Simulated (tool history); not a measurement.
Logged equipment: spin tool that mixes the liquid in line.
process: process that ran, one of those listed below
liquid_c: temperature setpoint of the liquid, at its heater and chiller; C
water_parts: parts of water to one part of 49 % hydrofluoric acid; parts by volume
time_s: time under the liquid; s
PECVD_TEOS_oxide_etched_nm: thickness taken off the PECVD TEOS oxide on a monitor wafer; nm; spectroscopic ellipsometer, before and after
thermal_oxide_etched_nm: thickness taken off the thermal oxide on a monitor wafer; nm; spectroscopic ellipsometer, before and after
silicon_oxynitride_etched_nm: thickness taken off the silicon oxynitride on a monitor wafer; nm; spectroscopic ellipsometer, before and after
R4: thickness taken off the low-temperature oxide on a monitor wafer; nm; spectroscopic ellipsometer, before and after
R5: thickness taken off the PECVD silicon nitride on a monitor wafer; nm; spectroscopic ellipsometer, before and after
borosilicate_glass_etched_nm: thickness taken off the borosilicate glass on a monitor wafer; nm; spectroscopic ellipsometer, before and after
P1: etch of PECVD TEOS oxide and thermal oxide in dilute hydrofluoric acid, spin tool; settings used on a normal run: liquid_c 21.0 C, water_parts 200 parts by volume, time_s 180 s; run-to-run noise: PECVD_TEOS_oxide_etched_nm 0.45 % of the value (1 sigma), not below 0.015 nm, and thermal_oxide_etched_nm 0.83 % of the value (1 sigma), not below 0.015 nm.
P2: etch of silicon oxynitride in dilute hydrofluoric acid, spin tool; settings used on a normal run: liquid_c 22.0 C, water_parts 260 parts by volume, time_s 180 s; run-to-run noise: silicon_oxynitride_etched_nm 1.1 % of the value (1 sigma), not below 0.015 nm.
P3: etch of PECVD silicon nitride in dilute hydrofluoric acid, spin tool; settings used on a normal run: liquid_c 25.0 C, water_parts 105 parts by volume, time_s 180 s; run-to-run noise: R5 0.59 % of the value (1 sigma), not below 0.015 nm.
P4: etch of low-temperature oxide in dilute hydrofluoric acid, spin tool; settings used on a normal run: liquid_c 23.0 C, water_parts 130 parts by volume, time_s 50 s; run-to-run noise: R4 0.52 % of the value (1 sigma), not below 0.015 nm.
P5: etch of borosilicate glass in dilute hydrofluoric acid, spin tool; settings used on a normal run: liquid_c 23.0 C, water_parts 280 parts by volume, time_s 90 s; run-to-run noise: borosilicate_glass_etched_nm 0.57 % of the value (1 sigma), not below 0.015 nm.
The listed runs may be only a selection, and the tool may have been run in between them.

{"run": 1, "hour": 9.9, "process": "P1", "liquid_c": 21.0, "water_parts": 200, "time_s": 180, "PECVD_TEOS_oxide_etched_nm": 20.681, "thermal_oxide_etched_nm": 3.2289}
{"run": 2, "hour": 19.3, "process": "P2", "liquid_c": 22.0, "water_parts": 260, "time_s": 180, "silicon_oxynitride_etched_nm": 2.3721}
{"run": 3, "hour": 30.7, "process": "P1", "liquid_c": 21.0, "water_parts": 200, "time_s": 180, "PECVD_TEOS_oxide_etched_nm": 20.622, "thermal_oxide_etched_nm": 3.2194}
{"run": 4, "hour": 38.6, "process": "P4", "liquid_c": 23.0, "water_parts": 130, "time_s": 15, "R4": 1.5702}
{"run": 5, "hour": 45.9, "process": "P1", "liquid_c": 21.0, "water_parts": 200, "time_s": 180, "PECVD_TEOS_oxide_etched_nm": 20.665, "thermal_oxide_etched_nm": 3.2042}
{"run": 6, "hour": 57.8, "process": "P1", "liquid_c": 26.0, "water_parts": 200, "time_s": 105, "PECVD_TEOS_oxide_etched_nm": 14.451, "thermal_oxide_etched_nm": 2.2828}
{"run": 7, "hour": 66.4, "process": "P2", "liquid_c": 22.0, "water_parts": 260, "time_s": 90, "silicon_oxynitride_etched_nm": 1.1627}
{"run": 8, "hour": 73.6, "process": "P1", "liquid_c": 21.0, "water_parts": 200, "time_s": 180, "PECVD_TEOS_oxide_etched_nm": 20.726, "thermal_oxide_etched_nm": 3.3002}
{"run": 9, "hour": 81.8, "process": "P3", "liquid_c": 25.0, "water_parts": 105, "time_s": 180, "R5": 4.5414}
{"run": 10, "hour": 87.7, "process": "P1", "liquid_c": 21.0, "water_parts": 200, "time_s": 45, "PECVD_TEOS_oxide_etched_nm": 5.1608, "thermal_oxide_etched_nm": 0.82276}
{"run": 11, "hour": 98.6, "process": "P5", "liquid_c": 23.0, "water_parts": 280, "time_s": 155, "borosilicate_glass_etched_nm": 10.047}
{"run": 12, "hour": 108.0, "process": "P5", "liquid_c": 23.0, "water_parts": 280, "time_s": 90, "borosilicate_glass_etched_nm": 5.785}
{"run": 13, "hour": 113.9, "process": "P2", "liquid_c": 22.0, "water_parts": 415, "time_s": 180, "silicon_oxynitride_etched_nm": 1.3768}
{"run": 14, "hour": 124.9, "process": "P1", "liquid_c": 21.0, "water_parts": 40, "time_s": 180, "PECVD_TEOS_oxide_etched_nm": 124.12, "thermal_oxide_etched_nm": 19.38}
{"run": 15, "hour": 137.5, "process": "P3", "liquid_c": 25.0, "water_parts": 40, "time_s": 180, "R5": 11.832}
{"run": 16, "hour": 149.1, "process": "P4", "liquid_c": 23.0, "water_parts": 175, "time_s": 50, "R4": 3.7395}
{"run": 17, "hour": 159.9, "process": "P3", "liquid_c": 25.0, "water_parts": 105, "time_s": 355, "R5": 8.9863}
{"run": 18, "hour": 167.2, "process": "P3", "liquid_c": 31.5, "water_parts": 105, "time_s": 180, "R5": 6.8701}
{"run": 19, "hour": 175.6, "process": "P1", "liquid_c": 21.0, "water_parts": 200, "time_s": 280, "PECVD_TEOS_oxide_etched_nm": 32.08, "thermal_oxide_etched_nm": 5.0311}
{"run": 20, "hour": 182.8, "process": "P1", "liquid_c": 21.0, "water_parts": 200, "time_s": 180, "PECVD_TEOS_oxide_etched_nm": 20.603, "thermal_oxide_etched_nm": 3.306}
{"run": 21, "hour": 189.0, "process": "P1", "liquid_c": 21.0, "water_parts": 310, "time_s": 180, "PECVD_TEOS_oxide_etched_nm": 12.051, "thermal_oxide_etched_nm": 1.8861}
{"run": 22, "hour": 197.3, "process": "P5", "liquid_c": 30.5, "water_parts": 280, "time_s": 90, "borosilicate_glass_etched_nm": 7.4554}
{"run": 23, "hour": 205.5, "process": "P2", "liquid_c": 27.5, "water_parts": 260, "time_s": 180, "silicon_oxynitride_etched_nm": 3.0091}
{"run": 24, "hour": 212.2, "process": "P4", "liquid_c": 28.5, "water_parts": 130, "time_s": 50, "R4": 6.5151}

Estimate the outcome of run 25 from the log above:
{"run": 25, "hour": 224.5, "process": "P1", "liquid_c": 21.0, "water_parts": 200, "time_s": 180, "PECVD_TEOS_oxide_etched_nm": "?", "thermal_oxide_etched_nm": "?"}

PECVD_TEOS_oxide_etched_nm: 20.5500 nm
thermal_oxide_etched_nm: 3.28050 nm
